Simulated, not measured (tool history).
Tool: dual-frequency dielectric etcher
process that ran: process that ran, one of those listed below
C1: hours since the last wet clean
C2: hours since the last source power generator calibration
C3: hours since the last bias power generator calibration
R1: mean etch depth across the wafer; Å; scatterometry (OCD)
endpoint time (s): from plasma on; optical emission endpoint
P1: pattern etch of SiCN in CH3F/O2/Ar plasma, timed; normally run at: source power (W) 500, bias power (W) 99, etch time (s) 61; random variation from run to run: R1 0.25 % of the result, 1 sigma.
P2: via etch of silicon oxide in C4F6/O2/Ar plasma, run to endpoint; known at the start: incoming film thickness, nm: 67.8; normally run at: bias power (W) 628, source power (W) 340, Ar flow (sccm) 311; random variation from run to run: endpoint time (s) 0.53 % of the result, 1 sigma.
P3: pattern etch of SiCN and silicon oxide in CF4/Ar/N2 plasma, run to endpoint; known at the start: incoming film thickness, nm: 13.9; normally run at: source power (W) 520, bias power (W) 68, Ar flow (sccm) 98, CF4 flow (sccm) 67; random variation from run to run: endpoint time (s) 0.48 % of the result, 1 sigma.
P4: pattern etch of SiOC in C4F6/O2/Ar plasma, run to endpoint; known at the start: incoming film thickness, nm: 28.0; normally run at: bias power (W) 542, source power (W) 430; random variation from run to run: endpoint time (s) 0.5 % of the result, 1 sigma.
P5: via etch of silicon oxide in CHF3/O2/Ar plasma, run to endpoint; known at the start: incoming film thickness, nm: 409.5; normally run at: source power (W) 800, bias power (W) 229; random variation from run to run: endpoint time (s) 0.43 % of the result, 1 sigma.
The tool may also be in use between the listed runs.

{"run": 1, "hour": 9.1, "process that ran": "P1", "source power (W)": 500, "bias power (W)": 99, "etch time (s)": 61, "C1": 130.4, "C2": 1997.4, "C3": 497.4, "R1": 270.23}
{"run": 2, "hour": 18.9, "process that ran": "P1", "source power (W)": 500, "bias power (W)": 116, "etch time (s)": 73, "C1": 140.2, "C2": 2007.2, "C3": 507.2, "R1": 343.65}
{"run": 3, "hour": 34.5, "process that ran": "P2", "source power (W)": 340, "bias power (W)": 628, "Ar flow (sccm)": 311, "C1": 155.8, "C2": 2022.8, "C3": 522.8, "endpoint time (s)": 14.129}
{"run": 4, "hour": 43.5, "process that ran": "P5", "source power (W)": 800, "bias power (W)": 229, "C1": 164.8, "C2": 2031.8, "C3": 531.8, "endpoint time (s)": 165.04}
{"run": 5, "hour": 55.5, "process that ran": "P3", "source power (W)": 400, "bias power (W)": 68, "Ar flow (sccm)": 98, "CF4 flow (sccm)": 67, "C1": 176.8, "C2": 2043.8, "C3": 543.8, "endpoint time (s)": 18.335}
{"run": 6, "hour": 63.2, "process that ran": "P1", "source power (W)": 500, "bias power (W)": 99, "etch time (s)": 61, "C1": 184.5, "C2": 2051.5, "C3": 551.5, "R1": 270.51}
{"run": 7, "hour": 70.2, "process that ran": "P2", "source power (W)": 340, "bias power (W)": 824, "Ar flow (sccm)": 311, "C1": 191.5, "C2": 2058.5, "C3": 558.5, "endpoint time (s)": 12.819}
{"run": 8, "hour": 82.3, "process that ran": "P1", "source power (W)": 400, "bias power (W)": 120, "etch time (s)": 61, "C1": 203.6, "C2": 2070.6, "C3": 570.6, "R1": 267.86}
{"run": 9, "hour": 94.6, "process that ran": "P1", "source power (W)": 500, "bias power (W)": 99, "etch time (s)": 61, "C1": 215.9, "C2": 2082.9, "C3": 582.9, "R1": 271.82}
{"run": 10, "hour": 110.6, "process that ran": "P1", "source power (W)": 500, "bias power (W)": 71, "etch time (s)": 61, "C1": 231.9, "C2": 2098.9, "C3": 598.9, "R1": 240.73}
{"hour": 111.2, "done": "wet clean of the chamber"}
{"run": 11, "hour": 118.0, "process that ran": "P5", "source power (W)": 1130, "bias power (W)": 229, "C1": 6.8, "C2": 2106.3, "C3": 606.3, "endpoint time (s)": 144.8}
{"run": 12, "hour": 128.5, "process that ran": "P2", "source power (W)": 340, "bias power (W)": 628, "Ar flow (sccm)": 184, "C1": 17.3, "C2": 2116.8, "C3": 616.8, "endpoint time (s)": 13.471}
{"run": 13, "hour": 140.1, "process that ran": "P3", "source power (W)": 520, "bias power (W)": 68, "Ar flow (sccm)": 127, "CF4 flow (sccm)": 67, "C1": 28.9, "C2": 2128.4, "C3": 628.4, "endpoint time (s)": 15.155}
{"run": 14, "hour": 151.9, "process that ran": "P4", "source power (W)": 430, "bias power (W)": 414, "C1": 40.7, "C2": 2140.2, "C3": 640.2, "endpoint time (s)": 9.7553}
{"run": 15, "hour": 163.2, "process that ran": "P3", "source power (W)": 520, "bias power (W)": 68, "Ar flow (sccm)": 98, "CF4 flow (sccm)": 67, "C1": 52.0, "C2": 2151.5, "C3": 651.5, "endpoint time (s)": 14.549}
{"run": 16, "hour": 176.7, "process that ran": "P1", "source power (W)": 500, "bias power (W)": 99, "etch time (s)": 61, "C1": 65.5, "C2": 2165.0, "C3": 665.0, "R1": 270.77}
{"run": 17, "hour": 186.9, "process that ran": "P1", "source power (W)": 500, "bias power (W)": 99, "etch time (s)": 61, "C1": 75.7, "C2": 2175.2, "C3": 675.2, "R1": 269.97}
{"hour": 196.7, "done": "bias power generator calibrated"}
{"run": 18, "hour": 197.7, "process that ran": "P3", "source power (W)": 520, "bias power (W)": 96, "Ar flow (sccm)": 98, "CF4 flow (sccm)": 67, "C1": 86.5, "C2": 2186.0, "C3": 1.1, "endpoint time (s)": 12.887}
{"run": 19, "hour": 208.4, "process that ran": "P1", "source power (W)": 690, "bias power (W)": 99, "etch time (s)": 61, "C1": 97.2, "C2": 2196.7, "C3": 11.8, "R1": 305.19}
{"run": 20, "hour": 219.7, "process that ran": "P1", "source power (W)": 330, "bias power (W)": 99, "etch time (s)": 61, "C1": 108.5, "C2": 2208.0, "C3": 23.1, "R1": 231.81}
{"run": 21, "hour": 235.8, "process that ran": "P1", "source power (W)": 500, "bias power (W)": 99, "etch time (s)": 61, "C1": 124.6, "C2": 2224.1, "C3": 39.2, "R1": 269.98}

The next listed run, before its measurement:
{"run": 22, "hour": 249.5, "process that ran": "P5", "source power (W)": 800, "bias power (W)": 179, "C1": 138.3, "C2": 2237.8, "C3": 52.9, "endpoint time (s)": "?"}

{"run 22": {"endpoint time (s)": 179.79}}

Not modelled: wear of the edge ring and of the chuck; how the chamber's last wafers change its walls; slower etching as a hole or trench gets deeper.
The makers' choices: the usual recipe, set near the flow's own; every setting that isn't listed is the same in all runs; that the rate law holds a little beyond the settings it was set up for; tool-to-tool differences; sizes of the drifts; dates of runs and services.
